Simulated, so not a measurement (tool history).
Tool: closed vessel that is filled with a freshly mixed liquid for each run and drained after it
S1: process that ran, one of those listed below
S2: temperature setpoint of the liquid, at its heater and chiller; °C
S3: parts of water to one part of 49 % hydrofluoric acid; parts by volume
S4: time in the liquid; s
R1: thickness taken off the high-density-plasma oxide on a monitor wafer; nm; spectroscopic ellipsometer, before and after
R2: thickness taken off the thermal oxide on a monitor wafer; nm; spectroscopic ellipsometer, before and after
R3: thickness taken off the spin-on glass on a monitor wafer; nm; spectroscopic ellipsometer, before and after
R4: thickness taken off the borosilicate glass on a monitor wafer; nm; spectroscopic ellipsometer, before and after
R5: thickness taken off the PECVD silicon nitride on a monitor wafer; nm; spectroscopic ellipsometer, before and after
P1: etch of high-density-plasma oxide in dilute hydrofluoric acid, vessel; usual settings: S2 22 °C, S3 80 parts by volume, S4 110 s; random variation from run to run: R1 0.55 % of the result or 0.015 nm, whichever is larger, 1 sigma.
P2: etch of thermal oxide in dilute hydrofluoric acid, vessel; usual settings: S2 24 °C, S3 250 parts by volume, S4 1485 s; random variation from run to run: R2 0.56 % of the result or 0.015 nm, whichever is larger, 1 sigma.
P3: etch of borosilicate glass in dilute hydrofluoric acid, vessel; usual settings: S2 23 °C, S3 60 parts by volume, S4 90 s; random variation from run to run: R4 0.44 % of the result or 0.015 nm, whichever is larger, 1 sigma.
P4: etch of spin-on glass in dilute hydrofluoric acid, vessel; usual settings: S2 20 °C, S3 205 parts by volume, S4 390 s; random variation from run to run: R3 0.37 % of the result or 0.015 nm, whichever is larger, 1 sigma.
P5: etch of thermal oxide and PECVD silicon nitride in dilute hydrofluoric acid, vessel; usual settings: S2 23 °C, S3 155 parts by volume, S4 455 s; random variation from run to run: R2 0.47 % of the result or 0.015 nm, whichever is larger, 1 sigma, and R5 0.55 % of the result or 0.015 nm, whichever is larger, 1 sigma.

{"run": 1, "day": 0.442, "S1": "P1", "S2": 22, "S3": 80, "S4": 110, "R1": 8.9608}
{"run": 2, "day": 0.883, "S1": "P1", "S2": 30, "S3": 80, "S4": 110, "R1": 12.293}
{"run": 3, "day": 1.246, "S1": "P1", "S2": 22, "S3": 80, "S4": 30, "R1": 2.3983}
{"run": 4, "day": 1.767, "S1": "P2", "S2": 24, "S3": 345, "S4": 1485, "R2": 15.661}
{"run": 5, "day": 2.108, "S1": "P4", "S2": 20, "S3": 205, "S4": 390, "R3": 46.768}
{"run": 6, "day": 2.396, "S1": "P3", "S2": 23, "S3": 60, "S4": 90, "R4": 40.271}
{"run": 7, "day": 2.725, "S1": "P1", "S2": 17, "S3": 80, "S4": 110, "R1": 7.3358}
{"run": 8, "day": 3.008, "S1": "P1", "S2": 22, "S3": 80, "S4": 215, "R1": 17.451}
{"run": 9, "day": 3.362, "S1": "P5", "S2": 23, "S3": 155, "S4": 740, "R2": 19.809, "R5": 8.8372}
{"run": 10, "day": 3.625, "S1": "P1", "S2": 22, "S3": 80, "S4": 110, "R1": 8.9532}
{"run": 11, "day": 3.862, "S1": "P3", "S2": 23, "S3": 60, "S4": 160, "R4": 71.523}
{"run": 12, "day": 4.192, "S1": "P4", "S2": 20, "S3": 65, "S4": 390, "R3": 170.46}
{"run": 13, "day": 4.542, "S1": "P1", "S2": 29.5, "S3": 135, "S4": 110, "R1": 6.5934}
{"run": 14, "day": 4.938, "S1": "P3", "S2": 23, "S3": 60, "S4": 90, "R4": 40.014}
{"run": 15, "day": 5.433, "S1": "P5", "S2": 17, "S3": 155, "S4": 455, "R2": 9.5537, "R5": 3.6504}
{"run": 16, "day": 5.925, "S1": "P2", "S2": 24, "S3": 250, "S4": 1485, "R2": 23.646}
{"run": 17, "day": 6.392, "S1": "P5", "S2": 23, "S3": 275, "S4": 455, "R2": 6.1146, "R5": 3.0985}
{"run": 18, "day": 6.729, "S1": "P2", "S2": 17, "S3": 250, "S4": 1485, "R2": 18.166}
{"run": 19, "day": 7.242, "S1": "P1", "S2": 22, "S3": 80, "S4": 110, "R1": 8.9756}
{"run": 20, "day": 7.512, "S1": "P1", "S2": 22, "S3": 80, "S4": 110, "R1": 8.9764}
{"run": 21, "day": 7.796, "S1": "P2", "S2": 24, "S3": 250, "S4": 2765, "R2": 44.082}
{"run": 22, "day": 8.15, "S1": "P2", "S2": 24, "S3": 250, "S4": 1485, "R2": 23.576}
{"run": 23, "day": 8.629, "S1": "P4", "S2": 20, "S3": 205, "S4": 30, "R3": 3.5915}
{"run": 24, "day": 9.104, "S1": "P1", "S2": 22, "S3": 135, "S4": 110, "R1": 5.0072}
{"run": 25, "day": 9.492, "S1": "P3", "S2": 23, "S3": 20, "S4": 90, "R4": 127.86}
{"run": 26, "day": 9.838, "S1": "P4", "S2": 24.5, "S3": 205, "S4": 390, "R3": 54.939}
{"run": 27, "day": 10.279, "S1": "P1", "S2": 22, "S3": 40, "S4": 110, "R1": 18.89}
{"run": 28, "day": 10.571, "S1": "P3", "S2": 30.5, "S3": 60, "S4": 90, "R4": 53.96}
{"run": 29, "day": 10.862, "S1": "P4", "S2": 20, "S3": 205, "S4": 390, "R3": 46.559}
{"run": 30, "day": 11.3, "S1": "P5", "S2": 23, "S3": 155, "S4": 455, "R2": 12.25, "R5": 5.4497}

Run 31 comes next. What will it give?
{"run": 31, "day": 11.721, "S1": "P1", "S2": 22, "S3": 80, "S4": 110, "R1": "?"}

{"run 31": {"R1": 9.0389}}
